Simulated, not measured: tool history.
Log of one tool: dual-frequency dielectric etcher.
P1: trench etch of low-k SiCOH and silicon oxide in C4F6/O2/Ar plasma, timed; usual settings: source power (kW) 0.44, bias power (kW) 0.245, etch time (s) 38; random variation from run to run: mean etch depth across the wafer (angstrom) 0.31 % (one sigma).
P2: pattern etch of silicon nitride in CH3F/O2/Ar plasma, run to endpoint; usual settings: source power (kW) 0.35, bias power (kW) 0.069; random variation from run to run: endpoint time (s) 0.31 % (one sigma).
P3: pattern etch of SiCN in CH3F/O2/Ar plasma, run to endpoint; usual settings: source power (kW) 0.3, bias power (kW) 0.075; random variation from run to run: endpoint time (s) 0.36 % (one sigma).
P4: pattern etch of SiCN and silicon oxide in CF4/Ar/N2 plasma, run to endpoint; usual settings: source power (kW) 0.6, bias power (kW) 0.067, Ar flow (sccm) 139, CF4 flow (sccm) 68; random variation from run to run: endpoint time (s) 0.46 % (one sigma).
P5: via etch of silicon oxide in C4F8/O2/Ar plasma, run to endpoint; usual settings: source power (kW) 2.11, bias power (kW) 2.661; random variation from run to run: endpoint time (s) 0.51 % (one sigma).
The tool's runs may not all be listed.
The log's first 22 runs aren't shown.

run	day	process that ran	source power (kW)	bias power (kW)	etch time (s)	Ar flow (sccm)	CF4 flow (sccm)	hours since the last wet clean	hours since the last source power generator calibration	hours since the last bias power generator calibration	mean etch depth across the wafer (angstrom)	endpoint time (s)
23	13.204	P1	0.26	0.202	38			537.1	3095.9	3849.1	1036.5	
24	13.879	P1	0.44	0.245	38			553.3	3112.1	3865.3	1354.5	
25	14.521	P1	0.44	0.245	38			568.7	3127.5	3880.7	1355.2	
26	15.079	P3	0.17	0.075				582.1	3140.9	3894.1		48.145
27	15.454	P4	0.45	0.067		139	68	591.1	3149.9	3903.1		12.973
# day 16.062: wet clean of the chamber
28	16.125	P1	0.44	0.316	38			1.5	3166	3919.2	1469.8	
29	16.621	P1	0.44	0.194	51			13.4	3177.9	3931.1	1682.8	
30	17.012	P3	0.3	0.075				22.8	3187.3	3940.5		38.982
31	17.467	P3	0.3	0.054				33.7	3198.2	3951.4		44.005
32	17.979	P1	0.44	0.245	38			46	3210.5	3963.7	1352.4	
33	18.65	P1	0.44	0.245	38			62.1	3226.6	3979.8	1342.5	

The next listed run, before its measurement:
34	19.008	P1	0.44	0.245	38			70.7	3235.2	3988.4	?	

mean etch depth across the wafer (angstrom): 1341.4
